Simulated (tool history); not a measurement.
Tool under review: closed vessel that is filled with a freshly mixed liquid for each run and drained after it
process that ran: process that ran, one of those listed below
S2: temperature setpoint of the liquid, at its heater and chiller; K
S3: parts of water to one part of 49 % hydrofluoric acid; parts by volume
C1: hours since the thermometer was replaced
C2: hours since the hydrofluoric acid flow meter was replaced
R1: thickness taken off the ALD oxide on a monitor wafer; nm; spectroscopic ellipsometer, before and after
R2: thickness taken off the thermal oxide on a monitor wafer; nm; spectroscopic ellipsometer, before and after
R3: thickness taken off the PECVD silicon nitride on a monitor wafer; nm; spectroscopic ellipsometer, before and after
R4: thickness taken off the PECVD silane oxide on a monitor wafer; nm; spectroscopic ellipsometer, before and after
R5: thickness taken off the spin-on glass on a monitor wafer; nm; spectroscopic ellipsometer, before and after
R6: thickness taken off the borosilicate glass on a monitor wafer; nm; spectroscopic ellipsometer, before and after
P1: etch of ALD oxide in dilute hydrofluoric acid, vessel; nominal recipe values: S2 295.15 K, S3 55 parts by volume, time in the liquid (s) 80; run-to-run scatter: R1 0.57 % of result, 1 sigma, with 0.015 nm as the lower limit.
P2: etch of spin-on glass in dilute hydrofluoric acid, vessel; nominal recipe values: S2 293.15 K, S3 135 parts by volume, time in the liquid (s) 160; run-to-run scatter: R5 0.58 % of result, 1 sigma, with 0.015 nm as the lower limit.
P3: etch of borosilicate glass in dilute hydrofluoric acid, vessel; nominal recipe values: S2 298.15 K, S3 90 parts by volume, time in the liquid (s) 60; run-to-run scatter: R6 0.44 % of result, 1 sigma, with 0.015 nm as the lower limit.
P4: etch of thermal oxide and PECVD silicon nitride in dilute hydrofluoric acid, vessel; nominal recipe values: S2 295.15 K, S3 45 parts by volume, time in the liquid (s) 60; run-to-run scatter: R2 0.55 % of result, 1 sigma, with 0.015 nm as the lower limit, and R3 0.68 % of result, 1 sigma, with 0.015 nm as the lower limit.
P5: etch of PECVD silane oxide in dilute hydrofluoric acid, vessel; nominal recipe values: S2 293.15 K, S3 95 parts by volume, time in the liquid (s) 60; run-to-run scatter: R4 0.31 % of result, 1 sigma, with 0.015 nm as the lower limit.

run 1 hour=4.9 | process_that_ran=P1 S2=295.15 S3=55 time_in_the_liquid_(s)=80 | C1=1273.4 C2=1208.4 | R1=33.608
run 2 hour=11.2 | process_that_ran=P1 S2=295.15 S3=55 time_in_the_liquid_(s)=35 | C1=1279.7 C2=1214.7 | R1=14.608
run 3 hour=19.1 | process_that_ran=P4 S2=295.15 S3=45 time_in_the_liquid_(s)=60 | C1=1287.6 C2=1222.6 | R2=6.2613 R3=3.5765
run 4 hour=23.6 | process_that_ran=P1 S2=295.15 S3=55 time_in_the_liquid_(s)=80 | C1=1292.1 C2=1227.1 | R1=33.399
run 5 hour=29.8 | process_that_ran=P1 S2=295.15 S3=55 time_in_the_liquid_(s)=80 | C1=1298.3 C2=1233.3 | R1=33.085
run 6 hour=35.4 | process_that_ran=P5 S2=290.15 S3=95 time_in_the_liquid_(s)=60 | C1=1303.9 C2=1238.9 | R4=12.381
run 7 hour=41.7 | process_that_ran=P2 S2=293.15 S3=135 time_in_the_liquid_(s)=160 | C1=1310.2 C2=1245.2 | R5=46.846
run 8 hour=45.8 | process_that_ran=P4 S2=290.15 S3=45 time_in_the_liquid_(s)=60 | C1=1314.3 C2=1249.3 | R2=5.0581 R3=2.4919
run 9 hour=52.8 | process_that_ran=P3 S2=298.15 S3=90 time_in_the_liquid_(s)=30 | C1=1321.3 C2=1256.3 | R6=16.615
run 10 hour=59.0 | process_that_ran=P2 S2=290.15 S3=135 time_in_the_liquid_(s)=160 | C1=1327.5 C2=1262.5 | R5=41.228
run 11 hour=63.2 | process_that_ran=P4 S2=295.15 S3=45 time_in_the_liquid_(s)=90 | C1=1331.7 C2=1266.7 | R2=9.3553 R3=5.2543
run 12 hour=67.2 | process_that_ran=P2 S2=293.15 S3=135 time_in_the_liquid_(s)=85 | C1=1335.7 C2=1270.7 | R5=25.017
run 13 hour=75.7 | process_that_ran=P5 S2=293.15 S3=50 time_in_the_liquid_(s)=60 | C1=1344.2 C2=1279.2 | R4=27.992
run 14 hour=84.0 | process_that_ran=P1 S2=295.15 S3=30 time_in_the_liquid_(s)=80 | C1=1352.5 C2=1287.5 | R1=63.431
run 15 hour=90.9 | process_that_ran=P5 S2=293.15 S3=95 time_in_the_liquid_(s)=60 | C1=1359.4 C2=1294.4 | R4=14.071
run 16 hour=96.3 | process_that_ran=P3 S2=298.15 S3=50 time_in_the_liquid_(s)=60 | C1=1364.8 C2=1299.8 | R6=62.683
run 17 hour=100.6 | process_that_ran=P2 S2=293.15 S3=35 time_in_the_liquid_(s)=160 | C1=1369.1 C2=1304.1 | R5=202.670
run 18 hour=108.8 | process_that_ran=P1 S2=295.15 S3=55 time_in_the_liquid_(s)=140 | C1=1377.3 C2=1312.3 | R1=58.309
run 19 hour=115.9 | process_that_ran=P1 S2=291.15 S3=55 time_in_the_liquid_(s)=80 | C1=1384.4 C2=1319.4 | R1=28.002
run 20 hour=124.8 | process_that_ran=P1 S2=295.15 S3=95 time_in_the_liquid_(s)=80 | C1=1393.3 C2=1328.3 | R1=18.275
-- hour=127.2 hydrofluoric acid flow meter replaced
run 21 hour=131.3 | process_that_ran=P1 S2=299.15 S3=55 time_in_the_liquid_(s)=80 | C1=1399.8 C2=4.1 | R1=39.162
run 22 hour=136.7 | process_that_ran=P4 S2=295.15 S3=65 time_in_the_liquid_(s)=60 | C1=1405.2 C2=9.5 | R2=4.2321 R3=2.4219
run 23 hour=141.7 | process_that_ran=P3 S2=292.65 S3=90 time_in_the_liquid_(s)=60 | C1=1410.2 C2=14.5 | R6=26.632
run 24 hour=149.4 | process_that_ran=P5 S2=293.15 S3=95 time_in_the_liquid_(s)=30 | C1=1417.9 C2=22.2 | R4=7.034
run 25 hour=156.7 | process_that_ran=P1 S2=300.65 S3=80 time_in_the_liquid_(s)=80 | C1=1425.2 C2=29.5 | R1=27.848
run 26 hour=162.2 | process_that_ran=P1 S2=295.15 S3=55 time_in_the_liquid_(s)=80 | C1=1430.7 C2=35.0 | R1=33.420
run 27 hour=169.8 | process_that_ran=P5 S2=293.15 S3=95 time_in_the_liquid_(s)=60 | C1=1438.3 C2=42.6 | R4=14.025
run 28 hour=176.4 | process_that_ran=P3 S2=298.15 S3=90 time_in_the_liquid_(s)=60 | C1=1444.9 C2=49.2 | R6=33.305
run 29 hour=182.8 | process_that_ran=P1 S2=295.15 S3=55 time_in_the_liquid_(s)=80 | C1=1451.3 C2=55.6 | R1=33.249
run 30 hour=191.8 | process_that_ran=P2 S2=293.15 S3=135 time_in_the_liquid_(s)=160 | C1=1460.3 C2=64.6 | R5=46.885
run 31 hour=199.0 | process_that_ran=P1 S2=295.15 S3=55 time_in_the_liquid_(s)=80 | C1=1467.5 C2=71.8 | R1=33.265
run 32 hour=206.3 | process_that_ran=P1 S2=295.15 S3=55 time_in_the_liquid_(s)=80 | C1=1474.8 C2=79.1 | R1=33.154
run 33 hour=212.0 | process_that_ran=P1 S2=295.15 S3=55 time_in_the_liquid_(s)=80 | C1=1480.5 C2=84.8 | R1=32.026
run 34 hour=218.4 | process_that_ran=P1 S2=295.15 S3=55 time_in_the_liquid_(s)=80 | C1=1486.9 C2=91.2 | R1=31.374
run 35 hour=222.5 | process_that_ran=P1 S2=295.15 S3=55 time_in_the_liquid_(s)=80 | C1=1491.0 C2=95.3 | R1=31.489
run 36 hour=229.6 | process_that_ran=P1 S2=295.15 S3=55 time_in_the_liquid_(s)=80 | C1=1498.1 C2=102.4 | R1=31.150
run 37 hour=234.0 | process_that_ran=P1 S2=295.15 S3=55 time_in_the_liquid_(s)=80 | C1=1502.5 C2=106.8 | R1=30.809
run 38 hour=242.3 | process_that_ran=P1 S2=295.15 S3=55 time_in_the_liquid_(s)=80 | C1=1510.8 C2=115.1 | R1=30.767

The output of P1 has drifted from where it used to be. Each of the 2 causes below, taken at the size shown beside it, accounts for the log equally well:
A: hydrofluoric acid flow below the setpoint (%) = 7.37
B: liquid colder than its thermometer reads (K) = 1.96
The process output started creeping at around hour 206.3.

The check runs listed below each take one wafer, and their results are still question marks. Under which run would the listed causes lead to clearly different results?
run check 1 hour=250.6 | process_that_ran=P5 S2=293.15 S3=95 time_in_the_liquid_(s)=60 | R4=?
run check 2 hour=250.6 | process_that_ran=P3 S2=298.15 S3=90 time_in_the_liquid_(s)=60 | R6=?
run check 3 hour=250.6 | process_that_ran=P4 S2=295.15 S3=45 time_in_the_liquid_(s)=60 | R2=? R3=?
run check 4 hour=250.6 | process_that_ran=P2 S2=293.15 S3=135 time_in_the_liquid_(s)=160 | R5=?

Predicted outcomes, by check and by cause:
check=check_1 result=R4 if_A=12.917 if_B=12.963
check=check_2 result=R6 if_A=30.595 if_B=30.824
check=check_3 result=R2 if_A=5.7753 if_B=5.7649
check=check_3 result=R3 if_A=3.2608 if_B=3.0683
check=check_4 result=R5 if_A=43.038 if_B=43.401
How far apart the two closest causes lie, in the result that separates them most: check 1 0.36 %; check 2 0.74 %; check 3 6.09 %; check 4 0.84 %
Of the check runs offered, only check 3 discriminates between the causes; the rest would read about the same regardless of which cause applies.

Running check 3 produced the following: R2 5.7536 nm; R3 3.0893 nm. Which one of the listed causes fits?

It is B: liquid colder than its thermometer reads (K).
